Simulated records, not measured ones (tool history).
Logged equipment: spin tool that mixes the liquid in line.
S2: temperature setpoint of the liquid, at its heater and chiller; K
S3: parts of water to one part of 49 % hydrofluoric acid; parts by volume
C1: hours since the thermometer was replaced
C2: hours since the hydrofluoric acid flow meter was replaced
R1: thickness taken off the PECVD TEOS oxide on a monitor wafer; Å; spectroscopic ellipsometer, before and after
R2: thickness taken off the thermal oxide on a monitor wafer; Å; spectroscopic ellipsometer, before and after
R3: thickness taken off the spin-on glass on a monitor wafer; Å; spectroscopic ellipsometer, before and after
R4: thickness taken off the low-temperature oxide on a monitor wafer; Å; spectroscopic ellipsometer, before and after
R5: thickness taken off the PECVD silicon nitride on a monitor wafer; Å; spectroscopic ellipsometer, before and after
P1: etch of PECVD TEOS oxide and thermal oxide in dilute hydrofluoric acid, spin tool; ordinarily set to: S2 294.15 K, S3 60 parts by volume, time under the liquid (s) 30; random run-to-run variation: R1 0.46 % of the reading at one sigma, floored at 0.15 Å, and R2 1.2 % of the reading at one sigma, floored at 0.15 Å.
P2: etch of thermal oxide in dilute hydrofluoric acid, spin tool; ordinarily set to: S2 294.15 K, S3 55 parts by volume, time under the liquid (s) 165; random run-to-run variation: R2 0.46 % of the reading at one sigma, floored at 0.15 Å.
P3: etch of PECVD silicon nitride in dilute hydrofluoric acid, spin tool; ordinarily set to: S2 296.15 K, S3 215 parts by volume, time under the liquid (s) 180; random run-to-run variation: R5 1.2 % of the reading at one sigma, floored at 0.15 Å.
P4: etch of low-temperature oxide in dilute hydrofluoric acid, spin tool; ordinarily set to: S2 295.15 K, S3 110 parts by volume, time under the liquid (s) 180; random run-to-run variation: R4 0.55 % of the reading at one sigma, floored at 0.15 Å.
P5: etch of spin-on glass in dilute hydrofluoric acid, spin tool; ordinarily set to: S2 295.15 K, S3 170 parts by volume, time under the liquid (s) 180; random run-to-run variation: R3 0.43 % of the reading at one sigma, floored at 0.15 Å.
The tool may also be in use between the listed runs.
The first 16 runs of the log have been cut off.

run 17 hour=103.4 | process_that_ran=P2 S2=290.15 S3=55 time_under_the_liquid_(s)=165 | C1=325.5 C2=1270.1 | R2=113
run 18 hour=108.8 | process_that_ran=P1 S2=294.15 S3=60 time_under_the_liquid_(s)=30 | C1=330.9 C2=1275.5 | R1=77.114 R2=20.786
run 19 hour=116.3 | process_that_ran=P2 S2=294.15 S3=55 time_under_the_liquid_(s)=165 | C1=338.4 C2=1283 | R2=132.98
run 20 hour=124.2 | process_that_ran=P5 S2=295.15 S3=170 time_under_the_liquid_(s)=180 | C1=346.3 C2=1290.9 | R3=268.07
run 21 hour=130.4 | process_that_ran=P4 S2=295.15 S3=20 time_under_the_liquid_(s)=180 | C1=352.5 C2=1297.1 | R4=2577.3
run 22 hour=134 | process_that_ran=P1 S2=294.15 S3=60 time_under_the_liquid_(s)=55 | C1=356.1 C2=1300.7 | R1=141.52 R2=38.292
run 23 hour=137.7 | process_that_ran=P1 S2=294.15 S3=60 time_under_the_liquid_(s)=30 | C1=359.8 C2=1304.4 | R1=76.894 R2=20.658
run 24 hour=145.4 | process_that_ran=P2 S2=294.15 S3=55 time_under_the_liquid_(s)=165 | C1=367.5 C2=1312.1 | R2=134.49
run 25 hour=153 | process_that_ran=P1 S2=294.15 S3=60 time_under_the_liquid_(s)=30 | C1=375.1 C2=1319.7 | R1=77.68 R2=21.321
run 26 hour=156.9 | process_that_ran=P2 S2=294.15 S3=20 time_under_the_liquid_(s)=165 | C1=379 C2=1323.6 | R2=385.19
run 27 hour=163.8 | process_that_ran=P4 S2=295.15 S3=110 time_under_the_liquid_(s)=180 | C1=385.9 C2=1330.5 | R4=417.32
run 28 hour=167.3 | process_that_ran=P5 S2=290.15 S3=170 time_under_the_liquid_(s)=180 | C1=389.4 C2=1334 | R3=219.07
run 29 hour=172.2 | process_that_ran=P3 S2=303.65 S3=215 time_under_the_liquid_(s)=180 | C1=394.3 C2=1338.9 | R5=36.291
run 30 hour=176.6 | process_that_ran=P5 S2=295.15 S3=170 time_under_the_liquid_(s)=80 | C1=398.7 C2=1343.3 | R3=119.1
run 31 hour=181.3 | process_that_ran=P3 S2=296.15 S3=215 time_under_the_liquid_(s)=180 | C1=403.4 C2=1348 | R5=23.394

The next listed run, before its measurement:
run 32 hour=186.2 | process_that_ran=P1 S2=294.15 S3=60 time_under_the_liquid_(s)=15 | C1=408.3 C2=1352.9 | R1=? R2=?

Run 32 yielded R1 38.691 Å, R2 10.175 Å.
